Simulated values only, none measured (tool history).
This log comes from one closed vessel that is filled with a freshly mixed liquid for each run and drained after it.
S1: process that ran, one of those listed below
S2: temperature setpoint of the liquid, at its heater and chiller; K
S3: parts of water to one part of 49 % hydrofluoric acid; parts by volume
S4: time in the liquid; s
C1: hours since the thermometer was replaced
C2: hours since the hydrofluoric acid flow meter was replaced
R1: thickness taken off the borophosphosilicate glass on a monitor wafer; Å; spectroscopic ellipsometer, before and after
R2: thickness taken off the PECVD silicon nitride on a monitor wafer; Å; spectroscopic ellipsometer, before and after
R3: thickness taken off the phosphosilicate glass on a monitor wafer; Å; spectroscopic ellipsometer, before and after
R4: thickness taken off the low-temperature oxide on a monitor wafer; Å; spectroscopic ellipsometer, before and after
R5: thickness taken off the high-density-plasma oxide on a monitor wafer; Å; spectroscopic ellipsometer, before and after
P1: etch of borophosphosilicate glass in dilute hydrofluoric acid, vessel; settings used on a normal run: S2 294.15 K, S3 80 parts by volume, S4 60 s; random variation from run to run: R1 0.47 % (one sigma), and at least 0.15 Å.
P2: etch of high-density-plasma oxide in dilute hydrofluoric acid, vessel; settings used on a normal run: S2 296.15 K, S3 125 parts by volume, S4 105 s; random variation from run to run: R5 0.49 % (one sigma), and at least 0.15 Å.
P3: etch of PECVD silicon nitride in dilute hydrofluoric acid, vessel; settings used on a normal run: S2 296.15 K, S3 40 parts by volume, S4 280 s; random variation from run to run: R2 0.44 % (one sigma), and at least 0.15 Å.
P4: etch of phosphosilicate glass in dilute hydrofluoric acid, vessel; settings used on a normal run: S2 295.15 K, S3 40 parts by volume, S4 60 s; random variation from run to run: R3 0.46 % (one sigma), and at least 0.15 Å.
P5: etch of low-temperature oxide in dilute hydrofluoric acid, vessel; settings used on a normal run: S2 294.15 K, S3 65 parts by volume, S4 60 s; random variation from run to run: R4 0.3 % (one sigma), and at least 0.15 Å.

run,day,S1,S2,S3,S4,C1,C2,R1,R2,R3,R4,R5
1,0.496,P1,294.15,80,60,370.6,826.5,406.29,,,,
2,1.225,P3,296.15,40,280,388.1,844.0,,369.770,,,
3,1.892,P4,290.15,40,60,404.1,860.0,,,990.52,,
4,2.362,P1,290.15,80,30,415.4,871.3,170.68,,,,
5,2.867,P3,296.15,20,280,427.5,883.4,,715.580,,,
6,3.604,P5,294.15,65,60,445.2,901.1,,,,306.96,
7,4.154,P5,294.15,65,30,458.4,914.3,,,,153.14,
8,4.921,P1,294.15,80,60,476.8,932.7,403.66,,,,
9,5.683,P2,296.15,205,105,495.1,951.0,,,,,25.158
10,6.192,P4,295.15,40,60,507.3,963.2,,,1229.10,,
11,6.792,P1,294.15,30,30,521.7,977.6,578.63,,,,
12,7.146,P3,296.15,40,280,530.2,986.1,,368.700,,,
13,7.579,P3,292.15,40,280,540.6,996.5,,278.380,,,
14,8.092,P2,304.15,125,105,552.9,1008.8,,,,,61.456
15,8.538,P1,299.65,80,60,563.6,1019.5,504.12,,,,
16,9.204,P2,296.15,125,105,579.6,1035.5,,,,,45.762
17,9.954,P4,295.15,40,30,597.6,1053.5,,,610.41,,
18,10.642,P1,294.15,80,115,614.1,1070.0,780.45,,,,
19,11.292,P3,296.15,40,30,629.7,1085.6,,39.559,,,
20,11.688,P2,296.15,125,30,639.2,1095.1,,,,,13.008
21,12.125,P1,294.15,110,60,649.7,1105.6,284.49,,,,
22,12.625,P1,294.15,80,60,661.7,1117.6,404.85,,,,
23,13.321,P1,294.15,125,85,678.4,1134.3,349.30,,,,
24,13.729,P1,294.15,80,60,688.2,1144.1,406.02,,,,
25,14.392,P5,294.15,110,60,704.1,1160.0,,,,172.44,
26,15.154,P5,300.65,65,60,722.4,1178.3,,,,400.80,
27,15.633,P1,294.15,45,60,733.9,1189.8,754.79,,,,
28,16.021,P1,290.15,80,60,743.2,1199.1,343.06,,,,
29,16.800,P5,294.15,65,60,761.9,1217.8,,,,307.39,
30,17.383,P4,295.15,60,60,775.9,1231.8,,,801.18,,
31,17.992,P1,294.15,80,30,790.5,1246.4,203.40,,,,
32,18.583,P1,294.15,80,60,804.7,1260.6,406.53,,,,
33,19.275,P1,294.15,80,60,821.3,1277.2,421.51,,,,
34,19.783,P1,294.15,80,60,833.5,1289.4,428.64,,,,
35,20.538,P1,294.15,80,60,851.6,1307.5,431.53,,,,
36,20.942,P1,294.15,80,60,861.3,1317.2,434.81,,,,
37,21.450,P1,294.15,80,60,873.5,1329.4,441.85,,,,
38,22.017,P1,294.15,80,60,887.1,1343.0,435.33,,,,
39,22.417,P1,294.15,80,60,896.7,1352.6,436.21,,,,

What P1 gives has crept off from where it sat before. The 2 causes that follow fit the log equally well, each at the size noted:
A: liquid hotter than its thermometer reads (K) = 1.86
B: hydrofluoric acid flow above the setpoint (%) = 7.22
Onset of the creep was near day 18.583.

Below are 4 check runs, each on a single wafer, with their results shown as question marks. Which of them would tell the listed causes apart, meaning the causes would give clearly different results under it?
check 1,22.817,P5,294.15,65,60,,,,,,?,
check 2,22.817,P4,295.15,40,60,,,,,?,,
check 3,22.817,P2,296.15,125,105,,,,,,,?
check 4,22.817,P3,296.15,40,280,,,,?,,,

If the cause were each of the candidates in turn, the checks would give the following:
check,result,if A,if B
check 1,R4,331.33,330.70
check 2,R3,1322.10,1315.80
check 3,R5,48.911,49.260
check 4,R2,417.810,394.090
How far apart the two closest causes lie, in the result that separates them most: check 1 0.19 %; check 2 0.48 %; check 3 0.71 %; check 4 5.84 %
The causes can be told apart only by check 4. The other checks would give nearly the same results under each of them.

With check 4 done, the readings were: R2 418.590 Å. Identify which of the listed causes applies.

The cause is A: liquid hotter than its thermometer reads (K).
